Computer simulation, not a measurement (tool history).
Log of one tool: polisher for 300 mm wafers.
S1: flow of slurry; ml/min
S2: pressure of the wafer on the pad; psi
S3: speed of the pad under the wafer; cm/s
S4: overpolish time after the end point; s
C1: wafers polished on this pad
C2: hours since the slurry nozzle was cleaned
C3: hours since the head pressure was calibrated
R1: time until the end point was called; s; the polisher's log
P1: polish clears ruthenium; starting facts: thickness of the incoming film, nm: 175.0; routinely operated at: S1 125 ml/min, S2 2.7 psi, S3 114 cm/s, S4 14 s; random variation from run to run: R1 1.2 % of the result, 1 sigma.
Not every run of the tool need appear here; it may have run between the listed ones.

{"run": 1, "hour": 7.4, "S1": 125, "S2": 2.7, "S3": 114, "S4": 14, "C1": 840, "C2": 148.9, "C3": 243.8, "R1": 87.393}
{"run": 2, "hour": 16.8, "S1": 125, "S2": 2.7, "S3": 114, "S4": 26, "C1": 892, "C2": 158.3, "C3": 253.2, "R1": 89.278}
{"run": 3, "hour": 28.6, "S1": 125, "S2": 1.2, "S3": 114, "S4": 14, "C1": 957, "C2": 170.1, "C3": 265.0, "R1": 196.61}
{"run": 4, "hour": 37.5, "S1": 125, "S2": 2.7, "S3": 114, "S4": 14, "C1": 1006, "C2": 179.0, "C3": 273.9, "R1": 86.457}
{"run": 5, "hour": 45.2, "S1": 180, "S2": 2.7, "S3": 114, "S4": 23, "C1": 1049, "C2": 186.7, "C3": 281.6, "R1": 82.753}
{"run": 6, "hour": 59.0, "S1": 125, "S2": 2.7, "S3": 114, "S4": 4, "C1": 1125, "C2": 200.5, "C3": 295.4, "R1": 87.226}
{"run": 7, "hour": 66.1, "S1": 125, "S2": 2.7, "S3": 114, "S4": 14, "C1": 1165, "C2": 207.6, "C3": 302.5, "R1": 89.831}
{"run": 8, "hour": 77.4, "S1": 125, "S2": 4.2, "S3": 114, "S4": 14, "C1": 1227, "C2": 218.9, "C3": 313.8, "R1": 57.642}
{"run": 9, "hour": 85.1, "S1": 125, "S2": 2.7, "S3": 78, "S4": 14, "C1": 1270, "C2": 226.6, "C3": 321.5, "R1": 129.59}
{"run": 10, "hour": 94.3, "S1": 125, "S2": 2.7, "S3": 176, "S4": 14, "C1": 1321, "C2": 235.8, "C3": 330.7, "R1": 55.767}
{"run": 11, "hour": 108.7, "S1": 125, "S2": 1.5, "S3": 74, "S4": 14, "C1": 1400, "C2": 250.2, "C3": 345.1, "R1": 242.44}
{"run": 12, "hour": 123.1, "S1": 125, "S2": 2.7, "S3": 114, "S4": 14, "C1": 1480, "C2": 264.6, "C3": 359.5, "R1": 88.688}
{"run": 13, "hour": 135.3, "S1": 75, "S2": 2.7, "S3": 114, "S4": 14, "C1": 1548, "C2": 276.8, "C3": 371.7, "R1": 101.01}
{"run": 14, "hour": 146.2, "S1": 190, "S2": 2.7, "S3": 114, "S4": 14, "C1": 1608, "C2": 287.7, "C3": 382.6, "R1": 82.308}
{"run": 15, "hour": 156.1, "S1": 125, "S2": 2.7, "S3": 114, "S4": 14, "C1": 1663, "C2": 297.6, "C3": 392.5, "R1": 88.955}
{"run": 16, "hour": 171.3, "S1": 125, "S2": 2.7, "S3": 114, "S4": 14, "C1": 1747, "C2": 312.8, "C3": 407.7, "R1": 87.835}
{"run": 17, "hour": 180.3, "S1": 125, "S2": 2.7, "S3": 114, "S4": 14, "C1": 1797, "C2": 321.8, "C3": 416.7, "R1": 88.63}
{"run": 18, "hour": 189.5, "S1": 125, "S2": 2.7, "S3": 114, "S4": 14, "C1": 1847, "C2": 331.0, "C3": 425.9, "R1": 90.858}
{"run": 19, "hour": 204.3, "S1": 125, "S2": 2.7, "S3": 114, "S4": 14, "C1": 1929, "C2": 345.8, "C3": 440.7, "R1": 92.446}
{"run": 20, "hour": 219.9, "S1": 125, "S2": 2.7, "S3": 114, "S4": 14, "C1": 2016, "C2": 361.4, "C3": 456.3, "R1": 94.105}
{"run": 21, "hour": 228.0, "S1": 125, "S2": 2.7, "S3": 114, "S4": 14, "C1": 2061, "C2": 369.5, "C3": 464.4, "R1": 95.308}
{"run": 22, "hour": 242.0, "S1": 125, "S2": 2.7, "S3": 114, "S4": 14, "C1": 2138, "C2": 383.5, "C3": 478.4, "R1": 95.648}
{"run": 23, "hour": 256.5, "S1": 125, "S2": 2.7, "S3": 114, "S4": 14, "C1": 2218, "C2": 398.0, "C3": 492.9, "R1": 96.016}
{"hour": 260.7, "done": "head pressure recalibrated"}
{"run": 24, "hour": 267.8, "S1": 125, "S2": 2.7, "S3": 114, "S4": 14, "C1": 2281, "C2": 409.3, "C3": 7.1, "R1": 96.67}
{"run": 25, "hour": 276.9, "S1": 125, "S2": 2.7, "S3": 114, "S4": 14, "C1": 2331, "C2": 418.4, "C3": 16.2, "R1": 97.903}
{"run": 26, "hour": 291.3, "S1": 125, "S2": 2.7, "S3": 114, "S4": 14, "C1": 2411, "C2": 432.8, "C3": 30.6, "R1": 97.511}
{"run": 27, "hour": 299.8, "S1": 125, "S2": 2.7, "S3": 114, "S4": 14, "C1": 2458, "C2": 441.3, "C3": 39.1, "R1": 95.09}

Something has made what P1 gives creep away from where it was; the 2 causes below, each at its own stated size, fit the log equally well:
A: removal rate lost through wear of the pad, % = 9.24
B: slurry flow missing at the pad, % = 32.8
The onset of the drift is placed at about hour 180.3.
Other possible causes, and why each is ruled out:
head's pressure below its setpoint, %: serviced at hour 260.7, after the change had begun; the process did not return to its earlier output

Which of the 4 check runs listed below, each an average over 3 wafers with its results shown as question marks, gives clearly different results under the different listed causes?
{"run": "check 1", "hour": 308.3, "S1": 125, "S2": 1.3, "S3": 114, "S4": 25, "R1": "?"}
{"run": "check 2", "hour": 308.3, "S1": 125, "S2": 3.2, "S3": 114, "S4": 23, "R1": "?"}
{"run": "check 3", "hour": 308.3, "S1": 75, "S2": 2.7, "S3": 114, "S4": 14, "R1": "?"}
{"run": "check 4", "hour": 308.3, "S1": 125, "S2": 2.7, "S3": 156, "S4": 14, "R1": "?"}

What each check would give under each cause:
check=check_1 result=R1 if_A=201.940 if_B=201.950
check=check_2 result=R1 if_A=82.036 if_B=82.041
check=check_3 result=R1 if_A=110.880 if_B=116.860
check=check_4 result=R1 if_A=71.051 if_B=71.055
Minimum pairwise separation of causes per check, each pair taken at its best-separating result: check 1 0.01 %; check 2 0.01 %; check 3 5.25 %; check 4 0.01 %
Check 3 distinguishes between the causes, while the remaining checks would return nearly the same result for all of them.

Check 3 was then run and gave: R1 117.640 s. Which cause is it?

The correct cause is B, namely: slurry flow missing at the pad, %.
